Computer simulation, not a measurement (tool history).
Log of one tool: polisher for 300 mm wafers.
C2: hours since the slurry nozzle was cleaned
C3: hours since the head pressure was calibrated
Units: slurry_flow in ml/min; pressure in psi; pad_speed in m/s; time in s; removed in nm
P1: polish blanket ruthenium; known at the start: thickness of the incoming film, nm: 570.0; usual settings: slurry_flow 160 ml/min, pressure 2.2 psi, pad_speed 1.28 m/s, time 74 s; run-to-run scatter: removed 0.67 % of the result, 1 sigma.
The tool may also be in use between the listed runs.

{"run": 1, "hour": 7.8, "slurry_flow": 160, "pressure": 2.2, "pad_speed": 1.28, "time": 74, "wafers polished on this pad": 370, "C2": 126.6, "C3": 419.2, "removed": 101.47}
{"run": 2, "hour": 15.6, "slurry_flow": 160, "pressure": 1.5, "pad_speed": 0.92, "time": 74, "wafers polished on this pad": 423, "C2": 134.4, "C3": 427.0, "removed": 49.299}
{"run": 3, "hour": 22.5, "slurry_flow": 160, "pressure": 2.2, "pad_speed": 1.28, "time": 37, "wafers polished on this pad": 469, "C2": 141.3, "C3": 433.9, "removed": 50.995}
{"run": 4, "hour": 26.7, "slurry_flow": 160, "pressure": 2.2, "pad_speed": 1.28, "time": 74, "wafers polished on this pad": 498, "C2": 145.5, "C3": 438.1, "removed": 99.92}
{"run": 5, "hour": 31.4, "slurry_flow": 160, "pressure": 2.2, "pad_speed": 1.28, "time": 74, "wafers polished on this pad": 530, "C2": 150.2, "C3": 442.8, "removed": 101.45}
{"run": 6, "hour": 37.0, "slurry_flow": 105, "pressure": 2.2, "pad_speed": 1.28, "time": 74, "wafers polished on this pad": 568, "C2": 155.8, "C3": 448.4, "removed": 92.669}
{"run": 7, "hour": 42.8, "slurry_flow": 160, "pressure": 3.4, "pad_speed": 1.28, "time": 74, "wafers polished on this pad": 607, "C2": 161.6, "C3": 454.2, "removed": 155.64}
{"run": 8, "hour": 48.4, "slurry_flow": 200, "pressure": 1.1, "pad_speed": 1.28, "time": 74, "wafers polished on this pad": 645, "C2": 167.2, "C3": 459.8, "removed": 52.124}
{"run": 9, "hour": 54.1, "slurry_flow": 160, "pressure": 2.2, "pad_speed": 1.28, "time": 99, "wafers polished on this pad": 684, "C2": 172.9, "C3": 465.5, "removed": 136.69}
{"run": 10, "hour": 62.0, "slurry_flow": 160, "pressure": 2.2, "pad_speed": 1.28, "time": 74, "wafers polished on this pad": 738, "C2": 180.8, "C3": 473.4, "removed": 101.57}
{"run": 11, "hour": 66.6, "slurry_flow": 230, "pressure": 2.2, "pad_speed": 1.28, "time": 74, "wafers polished on this pad": 769, "C2": 185.4, "C3": 478.0, "removed": 106.84}
{"run": 12, "hour": 74.4, "slurry_flow": 160, "pressure": 2.2, "pad_speed": 1.28, "time": 74, "wafers polished on this pad": 822, "C2": 193.2, "C3": 485.8, "removed": 101.75}
{"run": 13, "hour": 80.4, "slurry_flow": 160, "pressure": 2.2, "pad_speed": 0.58, "time": 74, "wafers polished on this pad": 862, "C2": 199.2, "C3": 491.8, "removed": 46.283}
{"run": 14, "hour": 89.0, "slurry_flow": 160, "pressure": 1.2, "pad_speed": 1.28, "time": 74, "wafers polished on this pad": 921, "C2": 207.8, "C3": 500.4, "removed": 54.492}
{"run": 15, "hour": 95.0, "slurry_flow": 160, "pressure": 2.2, "pad_speed": 1.82, "time": 74, "wafers polished on this pad": 962, "C2": 213.8, "C3": 506.4, "removed": 143.23}
{"run": 16, "hour": 98.8, "slurry_flow": 160, "pressure": 2.2, "pad_speed": 1.28, "time": 74, "wafers polished on this pad": 987, "C2": 217.6, "C3": 510.2, "removed": 101.7}
{"run": 17, "hour": 103.2, "slurry_flow": 160, "pressure": 2.2, "pad_speed": 1.28, "time": 74, "wafers polished on this pad": 1017, "C2": 222.0, "C3": 514.6, "removed": 99.757}
{"run": 18, "hour": 109.9, "slurry_flow": 160, "pressure": 2.2, "pad_speed": 1.28, "time": 74, "wafers polished on this pad": 1063, "C2": 228.7, "C3": 521.3, "removed": 97.432}
{"run": 19, "hour": 118.1, "slurry_flow": 160, "pressure": 2.2, "pad_speed": 1.28, "time": 74, "wafers polished on this pad": 1118, "C2": 236.9, "C3": 529.5, "removed": 95.398}

Run 20 comes next. What will it give?
{"hour": 120.7, "done": "head pressure recalibrated"}
{"run": 20, "hour": 125.8, "slurry_flow": 160, "pressure": 2.2, "pad_speed": 1.28, "time": 74, "wafers polished on this pad": 1171, "C2": 244.6, "C3": 5.2, "removed": "?"}

removed: 93.791 nm
